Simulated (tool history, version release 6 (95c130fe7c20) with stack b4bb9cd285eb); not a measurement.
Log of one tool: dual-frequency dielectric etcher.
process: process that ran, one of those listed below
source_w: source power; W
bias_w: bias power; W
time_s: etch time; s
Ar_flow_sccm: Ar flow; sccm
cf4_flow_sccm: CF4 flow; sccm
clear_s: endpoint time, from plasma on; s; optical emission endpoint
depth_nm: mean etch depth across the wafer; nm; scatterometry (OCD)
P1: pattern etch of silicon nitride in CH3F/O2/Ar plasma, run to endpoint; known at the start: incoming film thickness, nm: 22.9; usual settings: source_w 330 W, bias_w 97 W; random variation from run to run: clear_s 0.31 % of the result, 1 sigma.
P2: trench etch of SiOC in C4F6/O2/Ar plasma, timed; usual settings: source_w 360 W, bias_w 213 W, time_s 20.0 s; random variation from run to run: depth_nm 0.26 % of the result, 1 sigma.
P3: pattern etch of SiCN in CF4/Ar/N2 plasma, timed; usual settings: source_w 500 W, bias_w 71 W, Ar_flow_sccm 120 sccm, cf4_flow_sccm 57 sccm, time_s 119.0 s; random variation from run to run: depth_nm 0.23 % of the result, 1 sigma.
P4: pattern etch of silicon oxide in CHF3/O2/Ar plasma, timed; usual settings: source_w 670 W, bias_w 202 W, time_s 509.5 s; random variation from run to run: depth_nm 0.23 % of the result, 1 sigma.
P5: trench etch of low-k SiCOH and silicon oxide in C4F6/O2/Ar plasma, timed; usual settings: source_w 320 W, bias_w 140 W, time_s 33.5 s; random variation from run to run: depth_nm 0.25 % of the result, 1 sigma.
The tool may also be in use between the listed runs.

run,hour,process,source_w,bias_w,time_s,Ar_flow_sccm,cf4_flow_sccm,hours since the last wet clean,hours since the last source power generator calibration,hours since the last bias power generator calibration,clear_s,depth_nm
1,4.8,P1,330,97,,,,237.3,566.7,1809.8,32.189,
2,13.6,P2,360,213,20.0,,,246.1,575.5,1818.6,,42.140
3,20.7,P4,670,202,509.5,,,253.2,582.6,1825.7,,1062.600
4,28.2,P4,450,202,509.5,,,260.7,590.1,1833.2,,913.560
5,32.8,P1,330,97,,,,265.3,594.7,1837.8,32.369,
6,41.4,P1,390,81,,,,273.9,603.3,1846.4,32.516,
7,48.4,P4,670,202,509.5,,,280.9,610.3,1853.4,,1062.000
8,55.7,P2,360,213,29.0,,,288.2,617.6,1860.7,,60.846
9,63.6,P3,500,71,119.0,120,57,296.1,625.5,1868.6,,106.080
10,69.6,P1,330,77,,,,302.1,631.5,1874.6,34.931,
11,75.2,P1,330,97,,,,307.7,637.1,1880.2,32.292,
12,79.6,P1,330,97,,,,312.1,641.5,1884.6,32.264,
13,88.3,P4,670,121,509.5,,,320.8,650.2,1893.3,,902.170
14,93.9,P4,670,202,698.0,,,326.4,655.8,1898.9,,1452.800
15,102.8,P3,500,71,65.5,120,57,335.3,664.7,1907.8,,58.484
16,109.5,P2,360,142,20.0,,,342.0,671.4,1914.5,,36.996
17,113.4,P3,340,71,119.0,120,57,345.9,675.3,1918.4,,76.017
18,118.7,P5,320,140,33.5,,,351.2,680.6,1923.7,,85.601
19,124.1,P5,320,140,41.0,,,356.6,686.0,1929.1,,104.050
20,129.3,P3,500,71,119.0,80,57,361.8,691.2,1934.3,,113.660
21,135.4,P1,330,97,,,,367.9,697.3,1940.4,32.130,
22,143.5,P3,500,89,119.0,120,57,376.0,705.4,1948.5,,116.140
23,152.3,P1,330,97,,,,384.8,714.2,1957.3,32.173,
24,159.3,P5,200,140,33.5,,,391.8,721.2,1964.3,,70.963
25,164.7,P2,480,213,20.0,,,397.2,726.6,1969.7,,46.978
26,171.7,P1,230,97,,,,404.2,733.6,1976.7,36.893,
27,178.2,P3,500,71,119.0,120,42,410.7,740.1,1983.2,,101.480
28,186.0,P3,500,71,119.0,120,57,418.5,747.9,1991.0,,106.170
29,194.4,P2,360,213,20.0,,,426.9,756.3,1999.4,,42.026
30,201.0,P1,330,126,,,,433.5,762.9,2006.0,29.191,
31,207.2,P1,390,97,,,,439.7,769.1,2012.2,30.356,
32,213.6,P5,320,198,33.5,,,446.1,775.5,2018.6,,94.983
33,221.0,P1,330,97,,,,453.5,782.9,2026.0,32.285,
34,227.7,P1,330,97,,,,460.2,789.6,2032.7,32.563,
35,236.5,P1,330,97,,,,469.0,798.4,2041.5,32.464,
36,243.7,P1,330,97,,,,476.2,805.6,2048.7,32.529,
37,250.2,P1,330,97,,,,482.7,812.1,2055.2,32.600,
38,254.7,P1,330,97,,,,487.2,816.6,2059.7,32.807,
39,261.7,P1,330,97,,,,494.2,823.6,2066.7,32.558,
# hour 266.6: wet clean of the chamber
40,269.8,P1,330,97,,,,3.2,831.7,2074.8,32.892,
41,275.0,P1,330,97,,,,8.4,836.9,2080.0,32.745,
42,281.8,P1,330,97,,,,15.2,843.7,2086.8,32.771,
43,285.7,P1,330,97,,,,19.1,847.6,2090.7,32.686,
44,292.0,P1,330,97,,,,25.4,853.9,2097.0,32.715,

What P1 gives has crept away from where it was. These 2 causes fit the log equally well, each at the size given:
A: bias power that arrives under what is set, % = 4.53
B: source power that arrives under what is set, % = 4.49
The creep began at about hour 221.0.
Why every other cause is out:
chamber walls in a state that lowers the etch rate, %: serviced at hour 266.6, which brought nothing back

4 check runs are offered, one wafer each, their results left as question marks. Which one tells the causes apart?
check 1,298.3,P4,670,125,509.5,,,,,,,?
check 2,298.3,P2,360,166,20.0,,,,,,,?
check 3,298.3,P5,210,140,33.5,,,,,,,?
check 4,298.3,P3,380,71,65.5,120,57,,,,,?

What each check would give under each cause:
check,result,if A,if B
check 1,depth_nm,896.300,892.870
check 2,depth_nm,38.223,38.091
check 3,depth_nm,71.240,70.996
check 4,depth_nm,45.318,44.297
How far apart the two closest causes lie, in the result that separates them most: check 1 0.38 %; check 2 0.35 %; check 3 0.34 %; check 4 2.28 %
Only check 4 tells the causes apart: in the others they would give nearly the same result.

Check 4 was then run and gave: depth_nm 45.397 nm. Which cause is it?

It is A: bias power that arrives under what is set, %.

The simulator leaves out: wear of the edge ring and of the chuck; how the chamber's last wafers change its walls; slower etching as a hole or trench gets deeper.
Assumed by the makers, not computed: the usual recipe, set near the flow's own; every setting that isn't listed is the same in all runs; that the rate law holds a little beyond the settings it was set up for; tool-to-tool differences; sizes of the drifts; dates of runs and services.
